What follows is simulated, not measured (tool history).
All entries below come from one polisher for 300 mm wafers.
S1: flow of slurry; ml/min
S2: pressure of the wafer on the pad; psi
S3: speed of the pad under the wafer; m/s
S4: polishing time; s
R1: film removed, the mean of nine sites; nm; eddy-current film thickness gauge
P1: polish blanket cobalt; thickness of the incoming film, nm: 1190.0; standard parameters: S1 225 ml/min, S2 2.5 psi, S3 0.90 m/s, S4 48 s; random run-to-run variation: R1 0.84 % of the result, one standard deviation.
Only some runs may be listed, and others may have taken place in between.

run 1 hour=8.0 | S1=225 S2=2.5 S3=0.90 S4=48 | R1=314.34
run 2 hour=14.8 | S1=135 S2=2.5 S3=0.90 S4=48 | R1=290.25
run 3 hour=23.2 | S1=225 S2=1.2 S3=1.24 S4=48 | R1=207.84
run 4 hour=30.9 | S1=225 S2=2.5 S3=0.90 S4=48 | R1=314.11
run 5 hour=38.2 | S1=225 S2=2.5 S3=0.90 S4=74 | R1=480.34
run 6 hour=46.4 | S1=225 S2=2.5 S3=0.90 S4=48 | R1=313.58
run 7 hour=52.8 | S1=175 S2=1.4 S3=0.90 S4=48 | R1=167.01
run 8 hour=59.2 | S1=225 S2=2.5 S3=0.90 S4=48 | R1=314.96
run 9 hour=65.7 | S1=225 S2=1.1 S3=0.90 S4=48 | R1=138.74
run 10 hour=77.9 | S1=225 S2=2.5 S3=1.26 S4=48 | R1=432.71
run 11 hour=88.2 | S1=225 S2=2.5 S3=0.90 S4=23 | R1=149.10
run 12 hour=100.2 | S1=330 S2=2.5 S3=0.90 S4=48 | R1=322.71
run 13 hour=109.8 | S1=350 S2=2.5 S3=0.90 S4=62 | R1=424.28
run 14 hour=116.9 | S1=225 S2=2.5 S3=0.56 S4=48 | R1=195.97
run 15 hour=126.0 | S1=225 S2=2.5 S3=0.90 S4=48 | R1=312.61
run 16 hour=133.5 | S1=225 S2=3.4 S3=0.90 S4=48 | R1=423.08

Forecast run 17:
run 17 hour=139.2 | S1=225 S2=2.5 S3=0.90 S4=48 | R1=?

R1: 315.47 nm

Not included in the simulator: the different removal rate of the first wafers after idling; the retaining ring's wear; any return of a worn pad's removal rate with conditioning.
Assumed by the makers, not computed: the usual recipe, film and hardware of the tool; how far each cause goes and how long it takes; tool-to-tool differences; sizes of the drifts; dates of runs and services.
